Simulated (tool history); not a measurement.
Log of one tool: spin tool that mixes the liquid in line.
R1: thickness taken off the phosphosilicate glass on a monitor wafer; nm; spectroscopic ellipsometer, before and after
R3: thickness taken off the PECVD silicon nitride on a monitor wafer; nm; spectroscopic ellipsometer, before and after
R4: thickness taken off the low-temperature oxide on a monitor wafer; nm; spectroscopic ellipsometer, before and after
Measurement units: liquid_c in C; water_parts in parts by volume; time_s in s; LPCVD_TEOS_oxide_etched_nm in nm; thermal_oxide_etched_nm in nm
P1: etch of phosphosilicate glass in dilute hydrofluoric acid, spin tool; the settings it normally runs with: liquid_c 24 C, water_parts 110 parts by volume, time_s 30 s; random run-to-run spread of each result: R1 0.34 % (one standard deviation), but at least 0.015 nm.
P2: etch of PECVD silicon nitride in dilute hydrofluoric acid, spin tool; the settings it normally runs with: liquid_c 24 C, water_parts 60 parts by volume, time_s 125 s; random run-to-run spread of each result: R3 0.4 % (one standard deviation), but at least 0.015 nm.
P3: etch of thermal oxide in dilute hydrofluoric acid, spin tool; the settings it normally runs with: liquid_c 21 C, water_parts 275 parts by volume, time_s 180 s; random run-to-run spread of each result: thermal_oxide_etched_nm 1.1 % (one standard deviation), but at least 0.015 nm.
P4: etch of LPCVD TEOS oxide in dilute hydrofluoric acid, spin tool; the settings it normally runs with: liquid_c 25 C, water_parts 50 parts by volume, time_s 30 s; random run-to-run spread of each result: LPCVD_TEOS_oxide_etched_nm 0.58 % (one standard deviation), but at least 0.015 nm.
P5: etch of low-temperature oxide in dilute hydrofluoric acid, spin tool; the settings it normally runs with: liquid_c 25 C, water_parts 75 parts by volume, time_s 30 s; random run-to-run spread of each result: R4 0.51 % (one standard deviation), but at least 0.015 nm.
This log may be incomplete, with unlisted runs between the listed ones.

Run 1, hour 14.3: process P1, liquid_c 24 C, water_parts 110 parts by volume, time_s 30 s. Result: R1 19.738 nm.
Run 2, hour 24.4: process P1, liquid_c 24 C, water_parts 110 parts by volume, time_s 30 s. Result: R1 19.776 nm.
Run 3, hour 39.9: process P1, liquid_c 18.5 C, water_parts 110 parts by volume, time_s 30 s. Result: R1 15.791 nm.
Run 4, hour 51.6: process P4, liquid_c 25 C, water_parts 50 parts by volume, time_s 15 s. Result: LPCVD_TEOS_oxide_etched_nm 7.9656 nm.
Run 5, hour 60.5: process P2, liquid_c 24 C, water_parts 20 parts by volume, time_s 125 s. Result: R3 21.554 nm.
Run 6, hour 74.2: process P5, liquid_c 25 C, water_parts 40 parts by volume, time_s 30 s. Result: R4 30.946 nm.
Run 7, hour 82.6: process P1, liquid_c 24 C, water_parts 110 parts by volume, time_s 30 s. Result: R1 19.652 nm.
Run 8, hour 92.5: process P2, liquid_c 24 C, water_parts 60 parts by volume, time_s 65 s. Result: R3 3.8324 nm.
Run 9, hour 103.1: process P3, liquid_c 21 C, water_parts 275 parts by volume, time_s 180 s. Result: thermal_oxide_etched_nm 2.395 nm.
Run 10, hour 114: process P5, liquid_c 25 C, water_parts 75 parts by volume, time_s 50 s. Result: R4 25.875 nm.
Run 11, hour 129.6: process P3, liquid_c 17 C, water_parts 275 parts by volume, time_s 180 s. Result: thermal_oxide_etched_nm 2.0921 nm.
Run 12, hour 147.1: process P1, liquid_c 29.5 C, water_parts 110 parts by volume, time_s 15 s. Result: R1 12.172 nm.
Run 13, hour 157.4: process P4, liquid_c 17.5 C, water_parts 50 parts by volume, time_s 30 s. Result: LPCVD_TEOS_oxide_etched_nm 11.834 nm.
Run 14, hour 166: process P1, liquid_c 24 C, water_parts 110 parts by volume, time_s 30 s. Result: R1 19.815 nm.
Run 15, hour 175.2: process P1, liquid_c 24 C, water_parts 110 parts by volume, time_s 30 s. Result: R1 19.792 nm.
Run 16, hour 185.7: process P3, liquid_c 21 C, water_parts 470 parts by volume, time_s 180 s. Result: thermal_oxide_etched_nm 1.2071 nm.
Run 17, hour 194.5: process P1, liquid_c 24 C, water_parts 110 parts by volume, time_s 15 s. Result: R1 9.7774 nm.
Run 18, hour 203.6: process P3, liquid_c 21 C, water_parts 275 parts by volume, time_s 15 s. Result: thermal_oxide_etched_nm 0.20364 nm.
Run 19, hour 212.4: process P5, liquid_c 25 C, water_parts 75 parts by volume, time_s 30 s. Result: R4 15.61 nm.
Run 20, hour 228.9: process P1, liquid_c 28 C, water_parts 110 parts by volume, time_s 30 s. Result: R1 23.075 nm.
Run 21, hour 242.9: process P2, liquid_c 24 C, water_parts 60 parts by volume, time_s 125 s. Result: R3 7.3998 nm.
Run 22, hour 252.5: process P5, liquid_c 19 C, water_parts 75 parts by volume, time_s 30 s. Result: R4 12.146 nm.
Run 23, hour 260.8: process P2, liquid_c 30.5 C, water_parts 60 parts by volume, time_s 125 s. Result: R3 11.38 nm.
Run 24, hour 270: process P1, liquid_c 24 C, water_parts 110 parts by volume, time_s 55 s. Result: R1 36.283 nm.
Run 25, hour 287.9: process P4, liquid_c 25 C, water_parts 50 parts by volume, time_s 30 s. Result: LPCVD_TEOS_oxide_etched_nm 16.113 nm.
Run 26, hour 303.2: process P1, liquid_c 24 C, water_parts 110 parts by volume, time_s 30 s. Result: R1 19.755 nm.
Run 27, hour 321.1: process P1, liquid_c 24 C, water_parts 175 parts by volume, time_s 30 s. Result: R1 11.504 nm.
Run 28, hour 336: process P1, liquid_c 24 C, water_parts 60 parts by volume, time_s 30 s. Result: R1 38.492 nm.
Run 29, hour 348.9: process P5, liquid_c 25 C, water_parts 75 parts by volume, time_s 30 s. Result: R4 15.658 nm.
Run 30, hour 364.1: process P4, liquid_c 25 C, water_parts 20 parts by volume, time_s 30 s. Result: LPCVD_TEOS_oxide_etched_nm 42.149 nm.
Run 31, hour 372.7: process P1, liquid_c 24 C, water_parts 110 parts by volume, time_s 30 s. Result: R1 19.746 nm.
Run 32, hour 386.1: process P1, liquid_c 24 C, water_parts 110 parts by volume, time_s 30 s. Result: R1 19.185 nm.
Run 33, hour 398.4: process P1, liquid_c 24 C, water_parts 110 parts by volume, time_s 30 s. Result: R1 18.729 nm.
Run 34, hour 410.4: process P1, liquid_c 24 C, water_parts 110 parts by volume, time_s 30 s. Result: R1 18.59 nm.

Predict the results of run 35:
Run 35, hour 427.7: process P1, liquid_c 24 C, water_parts 110 parts by volume, time_s 30 s. Result: R1 ?.

R1: 18.34 nm
